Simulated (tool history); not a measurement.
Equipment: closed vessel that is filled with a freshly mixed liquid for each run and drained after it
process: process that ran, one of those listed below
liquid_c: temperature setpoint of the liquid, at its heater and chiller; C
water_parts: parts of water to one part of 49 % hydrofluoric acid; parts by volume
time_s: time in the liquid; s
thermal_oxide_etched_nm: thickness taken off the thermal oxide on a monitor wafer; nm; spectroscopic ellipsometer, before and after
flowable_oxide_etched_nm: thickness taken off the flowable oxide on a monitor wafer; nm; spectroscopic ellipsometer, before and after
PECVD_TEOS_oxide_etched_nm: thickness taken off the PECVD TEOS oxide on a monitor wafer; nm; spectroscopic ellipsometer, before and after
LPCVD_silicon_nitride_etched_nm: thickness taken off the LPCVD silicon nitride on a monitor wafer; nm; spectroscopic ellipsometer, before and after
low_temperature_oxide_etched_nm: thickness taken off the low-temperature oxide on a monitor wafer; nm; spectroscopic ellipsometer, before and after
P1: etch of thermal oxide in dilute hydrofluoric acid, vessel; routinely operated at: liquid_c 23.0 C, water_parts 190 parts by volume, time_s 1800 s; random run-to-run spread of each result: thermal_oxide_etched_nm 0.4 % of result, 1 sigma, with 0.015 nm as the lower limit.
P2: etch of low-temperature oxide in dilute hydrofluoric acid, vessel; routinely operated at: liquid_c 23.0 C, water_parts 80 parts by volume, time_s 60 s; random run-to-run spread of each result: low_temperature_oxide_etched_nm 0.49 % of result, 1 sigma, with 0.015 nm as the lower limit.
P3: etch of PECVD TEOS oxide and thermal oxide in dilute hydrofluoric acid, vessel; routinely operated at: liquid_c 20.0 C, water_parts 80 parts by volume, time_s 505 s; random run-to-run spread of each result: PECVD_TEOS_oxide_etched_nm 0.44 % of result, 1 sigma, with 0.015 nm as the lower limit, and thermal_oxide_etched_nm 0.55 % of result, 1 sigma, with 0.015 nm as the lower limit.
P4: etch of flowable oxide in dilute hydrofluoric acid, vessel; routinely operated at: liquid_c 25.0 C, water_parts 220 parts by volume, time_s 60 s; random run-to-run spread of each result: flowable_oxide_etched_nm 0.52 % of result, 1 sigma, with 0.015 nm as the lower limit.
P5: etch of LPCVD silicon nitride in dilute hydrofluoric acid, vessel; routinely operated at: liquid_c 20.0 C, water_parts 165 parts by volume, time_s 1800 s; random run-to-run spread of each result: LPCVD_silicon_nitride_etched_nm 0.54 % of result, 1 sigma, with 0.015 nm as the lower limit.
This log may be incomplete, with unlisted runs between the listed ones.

run,hour,process,liquid_c,water_parts,time_s,hours since the thermometer was replaced,hours since the hydrofluoric acid flow meter was replaced,thermal_oxide_etched_nm,flowable_oxide_etched_nm,PECVD_TEOS_oxide_etched_nm,LPCVD_silicon_nitride_etched_nm,low_temperature_oxide_etched_nm
1,6.7,P1,23.0,190,1800,485.5,337.8,35.7580,,,,
2,12.7,P1,17.5,190,1800,491.5,343.8,28.8360,,,,
3,24.1,P4,32.0,220,60,502.9,355.2,,12.2790,,,
4,34.2,P3,26.0,80,505,513.0,365.3,32.4740,,67.1810,,
5,40.0,P4,25.0,135,60,518.8,371.1,,17.4680,,,
6,49.4,P5,20.0,165,1800,528.2,380.5,,,,4.5522,
7,55.5,P3,20.0,40,505,534.3,386.6,53.5400,,110.9400,,
8,62.2,P5,28.0,165,1800,541.0,393.3,,,,7.5304,
9,68.4,P3,20.0,80,505,547.2,399.5,25.3770,,52.5910,,
10,76.1,P3,20.0,80,30,554.9,407.2,1.5049,,3.1124,,
11,83.2,P5,20.0,295,1800,562.0,414.3,,,,2.5913,
12,92.6,P4,25.0,220,60,571.4,423.7,,9.6137,,,
13,105.3,P1,29.0,105,1800,584.1,436.4,89.4570,,,,
14,111.3,P4,25.0,220,30,590.1,442.4,,4.8237,,,
15,116.9,P2,27.5,80,60,595.7,448.0,,,,,13.5230
16,125.7,P1,23.0,190,1800,604.5,456.8,35.7600,,,,
17,131.5,P4,25.0,220,60,610.3,462.6,,9.6175,,,
18,143.8,P1,23.0,190,1800,622.6,474.9,35.3910,,,,
19,150.1,P1,23.0,190,2910,628.9,481.2,57.5710,,,,
20,158.2,P1,23.0,190,1800,637.0,489.3,35.5990,,,,
21,170.1,P1,23.0,190,1800,648.9,501.2,35.9820,,,,
22,177.4,P1,23.0,95,1800,656.2,508.5,78.9130,,,,
23,189.6,P1,23.0,305,1800,668.4,520.7,19.7980,,,,
24,196.8,P5,20.0,165,2850,675.6,527.9,,,,7.1483,
25,206.5,P1,27.0,100,1800,685.3,537.6,88.4660,,,,
26,218.3,P1,27.0,190,1800,697.1,549.4,41.1610,,,,
27,229.5,P2,23.0,135,60,708.3,560.6,,,,,6.2334
28,240.4,P5,20.0,165,1800,719.2,571.5,,,,4.4906,
29,247.5,P1,23.0,190,905,726.3,578.6,17.8570,,,,
30,254.6,P2,23.0,80,30,733.4,585.7,,,,,5.6007
31,260.4,P2,23.0,80,60,739.2,591.5,,,,,11.1170
32,269.0,P1,23.0,190,1800,747.8,600.1,35.7520,,,,
33,277.4,P1,23.0,190,1800,756.2,608.5,36.5350,,,,
34,285.4,P1,23.0,190,1800,764.2,616.5,37.3200,,,,
35,292.8,P1,23.0,190,1800,771.6,623.9,37.4900,,,,
36,302.6,P1,23.0,190,1800,781.4,633.7,37.5960,,,,
37,313.1,P1,23.0,190,1800,791.9,644.2,37.9080,,,,
38,319.7,P1,23.0,190,1800,798.5,650.8,38.1380,,,,
39,330.5,P1,23.0,190,1800,809.3,661.6,37.9120,,,,

Run 40 is up next; what results do you expect?
40,337.9,P1,23.0,190,1800,816.7,669.0,?,,,,

{"run 40": {"thermal_oxide_etched_nm": 37.969}}
